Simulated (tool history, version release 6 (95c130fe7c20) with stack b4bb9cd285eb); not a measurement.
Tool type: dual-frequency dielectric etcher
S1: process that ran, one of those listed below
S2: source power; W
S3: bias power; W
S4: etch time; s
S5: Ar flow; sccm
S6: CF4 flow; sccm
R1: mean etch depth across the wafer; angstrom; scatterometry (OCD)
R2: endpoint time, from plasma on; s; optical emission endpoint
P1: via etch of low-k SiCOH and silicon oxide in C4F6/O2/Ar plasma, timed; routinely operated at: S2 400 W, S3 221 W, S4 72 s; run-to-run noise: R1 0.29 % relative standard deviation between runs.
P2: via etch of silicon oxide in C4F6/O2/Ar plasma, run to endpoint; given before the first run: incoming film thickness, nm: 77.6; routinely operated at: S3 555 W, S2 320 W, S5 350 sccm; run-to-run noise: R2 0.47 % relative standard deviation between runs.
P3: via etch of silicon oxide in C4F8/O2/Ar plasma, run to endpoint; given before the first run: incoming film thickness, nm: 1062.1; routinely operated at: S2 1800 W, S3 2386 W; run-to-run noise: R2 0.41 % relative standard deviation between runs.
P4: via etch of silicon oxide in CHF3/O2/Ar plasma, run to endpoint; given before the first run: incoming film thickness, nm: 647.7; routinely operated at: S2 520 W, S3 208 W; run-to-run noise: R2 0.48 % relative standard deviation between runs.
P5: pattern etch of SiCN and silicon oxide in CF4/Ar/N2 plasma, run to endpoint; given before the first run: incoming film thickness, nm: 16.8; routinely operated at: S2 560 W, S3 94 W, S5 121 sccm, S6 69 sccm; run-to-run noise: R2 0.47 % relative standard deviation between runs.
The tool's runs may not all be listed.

run     day  S1    S2    S3     S4   S5  S6      R1      R2
  1   0.654  P1   400   221     72           2094.5
  2   1.046  P1   400   221     72           2084.4
  3   1.704  P1   400   221     72           2080.1
  4   2.233  P1   400   172     72           1917.8
  5   2.883  P1   400   221   42.5           1233.6
  6   3.417  P1   520   184     72           2171.8
  7   3.888  P3  1200  2386                           238.9
  8   4.433  P3  1800  2386                          204.43
  9    4.75  P1   400   221     72           2086.7
 10   5.412  P3  1800  1391                          235.85
 11   5.742  P1   400   303     72           2321.7
 12   6.321  P2   320   754         350              15.859
 13   6.796  P2   230   555         350              20.154
 14   7.221  P1   400   221     72           2074.5
 15   7.867  P2   320   555         496              18.662
 16   8.325  P4   380   208                          365.49
 17   8.879  P1   300   292     72           2064.3
 18   9.383  P2   320   555         350              17.952
 19  10.071  P5   560    94          77  69          14.119
 20  10.704  P4   520   208                          324.11
 21  11.429  P1   400   221     72           2085.3
 22  11.775  P3  1800  2386                          204.17
 23  12.354  P5   560    94         121  84          14.668
 24  12.983  P4   520   292                          285.04
 25   13.35  P1   490   221     72           2260.6
 26  13.854  P5   560    94         121  69          14.988
 27  14.483  P5   560    55         121  69          17.963
 28  14.908  P5   740    94         121  69          11.799
 29  15.425  P1   250   221     72           1742.2
 30  16.133  P1   400   221  103.5           2984.9
 31  16.596  P5   560    94         121  69          15.041
 32      17  P1   400   221     72           2089.1
 33  17.712  P1   400   221     72           2064.6
 34  18.071  P1   400   221     72           2070.3
     18.092  -- wet clean of the chamber
 35  18.417  P1   400   221     72           2054.6
 36  18.771  P1   400   221     72           2053.8
 37  19.162  P1   400   221     72           2054.1
 38  19.729  P1   400   221     72             2054

What P1 gives has crept away from where it was. These 2 causes fit the log equally well, each at the size given:
A: bias power that arrives under what is set, % = 4.79
B: source power that arrives under what is set, % = 4.1
Onset of the creep was near day 17.
What rules out each remaining cause:
chamber walls in a state that lowers the etch rate, %: was serviced at day 18.092, once the creep was under way, yet the earlier output never came back

4 check runs are offered, each on 3 wafers whose results are averaged, their results left as question marks. Which one tells the causes apart?
check 1  20.296  P4   520   285                    ?
check 2  20.296  P2   230   555      478           ?
check 3  20.296  P5   560    78       83  69       ?
check 4  20.296  P3  1200  1600                    ?

Outcome of each check run for each possible cause:
  check  result    if A    if B
check 1      R2  294.49  293.78
check 2      R2  21.326  21.245
check 3      R2  15.435  15.762
check 4      R2  273.05  273.86
Per check, the gap between the least separated pair of causes, taken in the result that splits them most: check 1 0.24 %; check 2 0.38 %; check 3 2.1 %; check 4 0.29 %
Of the check runs offered, only check 3 discriminates between the causes; the rest would read about the same regardless of which cause applies.

After running check 3, the following was obtained: R2 15.434 s. Which cause does this point to?

It is A: bias power that arrives under what is set, %.
